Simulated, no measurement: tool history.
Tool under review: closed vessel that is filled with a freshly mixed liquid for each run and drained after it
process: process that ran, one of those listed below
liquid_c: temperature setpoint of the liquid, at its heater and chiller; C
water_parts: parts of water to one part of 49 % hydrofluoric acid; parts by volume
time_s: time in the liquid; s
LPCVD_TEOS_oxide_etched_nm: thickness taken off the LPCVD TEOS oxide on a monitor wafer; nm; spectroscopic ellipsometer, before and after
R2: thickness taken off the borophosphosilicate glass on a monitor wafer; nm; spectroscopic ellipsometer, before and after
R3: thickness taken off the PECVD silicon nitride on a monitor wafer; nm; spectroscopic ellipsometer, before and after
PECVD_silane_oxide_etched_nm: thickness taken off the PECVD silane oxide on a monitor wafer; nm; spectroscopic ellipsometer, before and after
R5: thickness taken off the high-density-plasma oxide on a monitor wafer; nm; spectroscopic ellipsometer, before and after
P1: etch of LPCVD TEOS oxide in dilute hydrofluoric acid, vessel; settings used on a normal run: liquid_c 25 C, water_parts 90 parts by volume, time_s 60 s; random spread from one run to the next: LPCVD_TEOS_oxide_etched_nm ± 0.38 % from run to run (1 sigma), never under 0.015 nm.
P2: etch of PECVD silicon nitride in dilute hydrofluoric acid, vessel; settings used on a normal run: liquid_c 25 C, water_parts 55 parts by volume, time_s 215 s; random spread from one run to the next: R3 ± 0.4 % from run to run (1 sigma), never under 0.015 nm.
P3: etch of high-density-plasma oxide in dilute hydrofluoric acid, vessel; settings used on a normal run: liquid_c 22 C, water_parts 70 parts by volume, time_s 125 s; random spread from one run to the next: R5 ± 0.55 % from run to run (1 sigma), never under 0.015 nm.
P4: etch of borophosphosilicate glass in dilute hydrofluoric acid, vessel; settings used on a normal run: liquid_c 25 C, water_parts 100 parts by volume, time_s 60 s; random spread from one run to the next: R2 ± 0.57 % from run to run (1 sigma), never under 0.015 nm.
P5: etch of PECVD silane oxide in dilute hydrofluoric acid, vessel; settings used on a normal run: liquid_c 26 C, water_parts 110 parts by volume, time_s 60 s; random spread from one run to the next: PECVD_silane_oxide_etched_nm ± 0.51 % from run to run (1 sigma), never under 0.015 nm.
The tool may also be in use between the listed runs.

Run 1, hour 6.7: process P1, liquid_c 25 C, water_parts 90 parts by volume, time_s 60 s. Result: LPCVD_TEOS_oxide_etched_nm 27.235 nm.
Run 2, hour 17.2: process P1, liquid_c 25 C, water_parts 140 parts by volume, time_s 60 s. Result: LPCVD_TEOS_oxide_etched_nm 16.367 nm.
Run 3, hour 23.3: process P4, liquid_c 20 C, water_parts 100 parts by volume, time_s 60 s. Result: R2 30.719 nm.
Run 4, hour 30.1: process P2, liquid_c 25 C, water_parts 55 parts by volume, time_s 420 s. Result: R3 27.605 nm.
Run 5, hour 38: process P5, liquid_c 30.5 C, water_parts 110 parts by volume, time_s 60 s. Result: PECVD_silane_oxide_etched_nm 24.87 nm.
Run 6, hour 45.6: process P1, liquid_c 25 C, water_parts 90 parts by volume, time_s 60 s. Result: LPCVD_TEOS_oxide_etched_nm 27.066 nm.
Run 7, hour 53.2: process P2, liquid_c 25 C, water_parts 20 parts by volume, time_s 215 s. Result: R3 37.362 nm.
Run 8, hour 60.8: process P1, liquid_c 25 C, water_parts 90 parts by volume, time_s 60 s. Result: LPCVD_TEOS_oxide_etched_nm 27.063 nm.
Run 9, hour 70.9: process P1, liquid_c 25 C, water_parts 90 parts by volume, time_s 30 s. Result: LPCVD_TEOS_oxide_etched_nm 13.497 nm.
Run 10, hour 76.6: process P1, liquid_c 25 C, water_parts 90 parts by volume, time_s 60 s. Result: LPCVD_TEOS_oxide_etched_nm 27.083 nm.
Run 11, hour 84.6: process P1, liquid_c 19.5 C, water_parts 90 parts by volume, time_s 60 s. Result: LPCVD_TEOS_oxide_etched_nm 21.663 nm.
Run 12, hour 92: process P1, liquid_c 25 C, water_parts 90 parts by volume, time_s 60 s. Result: LPCVD_TEOS_oxide_etched_nm 26.877 nm.
Run 13, hour 100.8: process P3, liquid_c 26 C, water_parts 70 parts by volume, time_s 125 s. Result: R5 11.126 nm.
Run 14, hour 109.6: process P1, liquid_c 25 C, water_parts 90 parts by volume, time_s 110 s. Result: LPCVD_TEOS_oxide_etched_nm 49.752 nm.
Run 15, hour 116.7: process P3, liquid_c 22 C, water_parts 70 parts by volume, time_s 125 s. Result: R5 9.3177 nm.
Run 16, hour 127.4: process P2, liquid_c 17 C, water_parts 55 parts by volume, time_s 215 s. Result: R3 8.1708 nm.
Run 17, hour 137.2: process P4, liquid_c 25 C, water_parts 155 parts by volume, time_s 60 s. Result: R2 22.934 nm.
Run 18, hour 146.8: process P4, liquid_c 25 C, water_parts 100 parts by volume, time_s 60 s. Result: R2 37.65 nm.
Run 19, hour 157.3: process P1, liquid_c 25 C, water_parts 40 parts by volume, time_s 60 s. Result: LPCVD_TEOS_oxide_etched_nm 64.948 nm.
Run 20, hour 167.3: process P2, liquid_c 25 C, water_parts 55 parts by volume, time_s 215 s. Result: R3 14.168 nm.
Run 21, hour 177.4: process P5, liquid_c 26 C, water_parts 50 parts by volume, time_s 60 s. Result: PECVD_silane_oxide_etched_nm 50.905 nm.
Run 22, hour 184.8: process P1, liquid_c 25 C, water_parts 90 parts by volume, time_s 60 s. Result: LPCVD_TEOS_oxide_etched_nm 26.999 nm.
Run 23, hour 195: process P3, liquid_c 22 C, water_parts 125 parts by volume, time_s 125 s. Result: R5 4.9678 nm.
Run 24, hour 205.2: process P5, liquid_c 26 C, water_parts 110 parts by volume, time_s 60 s. Result: PECVD_silane_oxide_etched_nm 21.123 nm.
Run 25, hour 213.1: process P4, liquid_c 25 C, water_parts 100 parts by volume, time_s 115 s. Result: R2 71.489 nm.
Run 26, hour 223: process P1, liquid_c 30 C, water_parts 90 parts by volume, time_s 60 s. Result: LPCVD_TEOS_oxide_etched_nm 32.884 nm.
Run 27, hour 228.4: process P3, liquid_c 22 C, water_parts 70 parts by volume, time_s 215 s. Result: R5 16.154 nm.
Run 28, hour 238.4: process P5, liquid_c 26 C, water_parts 110 parts by volume, time_s 30 s. Result: PECVD_silane_oxide_etched_nm 10.579 nm.
Run 29, hour 245.6: process P1, liquid_c 20.5 C, water_parts 135 parts by volume, time_s 60 s. Result: LPCVD_TEOS_oxide_etched_nm 14.303 nm.
Run 30, hour 251.1: process P1, liquid_c 25 C, water_parts 90 parts by volume, time_s 60 s. Result: LPCVD_TEOS_oxide_etched_nm 27.033 nm.
Run 31, hour 260.5: process P1, liquid_c 25 C, water_parts 90 parts by volume, time_s 60 s. Result: LPCVD_TEOS_oxide_etched_nm 27.767 nm.
Run 32, hour 269: process P1, liquid_c 25 C, water_parts 90 parts by volume, time_s 60 s. Result: LPCVD_TEOS_oxide_etched_nm 28.209 nm.
Run 33, hour 275.9: process P1, liquid_c 25 C, water_parts 90 parts by volume, time_s 60 s. Result: LPCVD_TEOS_oxide_etched_nm 28.128 nm.
Run 34, hour 283.5: process P1, liquid_c 25 C, water_parts 90 parts by volume, time_s 60 s. Result: LPCVD_TEOS_oxide_etched_nm 28.428 nm.
Run 35, hour 293.4: process P1, liquid_c 25 C, water_parts 90 parts by volume, time_s 60 s. Result: LPCVD_TEOS_oxide_etched_nm 28.566 nm.
Run 36, hour 303.7: process P1, liquid_c 25 C, water_parts 90 parts by volume, time_s 60 s. Result: LPCVD_TEOS_oxide_etched_nm 28.806 nm.
Run 37, hour 312.8: process P1, liquid_c 25 C, water_parts 90 parts by volume, time_s 60 s. Result: LPCVD_TEOS_oxide_etched_nm 28.84 nm.
Run 38, hour 322.6: process P1, liquid_c 25 C, water_parts 90 parts by volume, time_s 60 s. Result: LPCVD_TEOS_oxide_etched_nm 28.889 nm.
Run 39, hour 329: process P1, liquid_c 25 C, water_parts 90 parts by volume, time_s 60 s. Result: LPCVD_TEOS_oxide_etched_nm 28.756 nm.
Run 40, hour 336.6: process P1, liquid_c 25 C, water_parts 90 parts by volume, time_s 60 s. Result: LPCVD_TEOS_oxide_etched_nm 28.755 nm.

The log shows P1 creeping away from where it was. Any of the 2 causes listed here, at the size stated for it, fits the log just as well as the others:
A: liquid hotter than its thermometer reads (K) = 1.63
B: hydrofluoric acid flow above the setpoint (%) = 5.89
At approximately hour 251.1, the process output began to creep.

Each of the 4 check runs below uses one wafer; its results are left as question marks. Which run tells the causes apart?
Run check 1, hour 344.2: process P3, liquid_c 22 C, water_parts 70 parts by volume, time_s 125 s. Result: R5 ?.
Run check 2, hour 344.2: process P2, liquid_c 25 C, water_parts 55 parts by volume, time_s 215 s. Result: R3 ?.
Run check 3, hour 344.2: process P5, liquid_c 26 C, water_parts 110 parts by volume, time_s 60 s. Result: PECVD_silane_oxide_etched_nm ?.
Run check 4, hour 344.2: process P4, liquid_c 25 C, water_parts 100 parts by volume, time_s 60 s. Result: R2 ?.

What every check run would give for each of its results, assuming each possible cause in turn:
  check                        result    if A    if B
check 1                            R5  10.068   10.02
check 2                            R3  15.705   14.91
check 3  PECVD_silane_oxide_etched_nm  22.477  22.536
check 4                            R2   39.96  39.988
Minimum pairwise separation of causes per check, each pair taken at its best-separating result: check 1 0.47 %; check 2 5.2 %; check 3 0.26 %; check 4 0.07 %
Check 2 is the one run that separates the causes; every other check would come out nearly the same whichever cause is at work.

Check 2 was then run and gave: R3 15.758 nm. Which cause is it?

Of the candidate causes, it is A: liquid hotter than its thermometer reads (K).
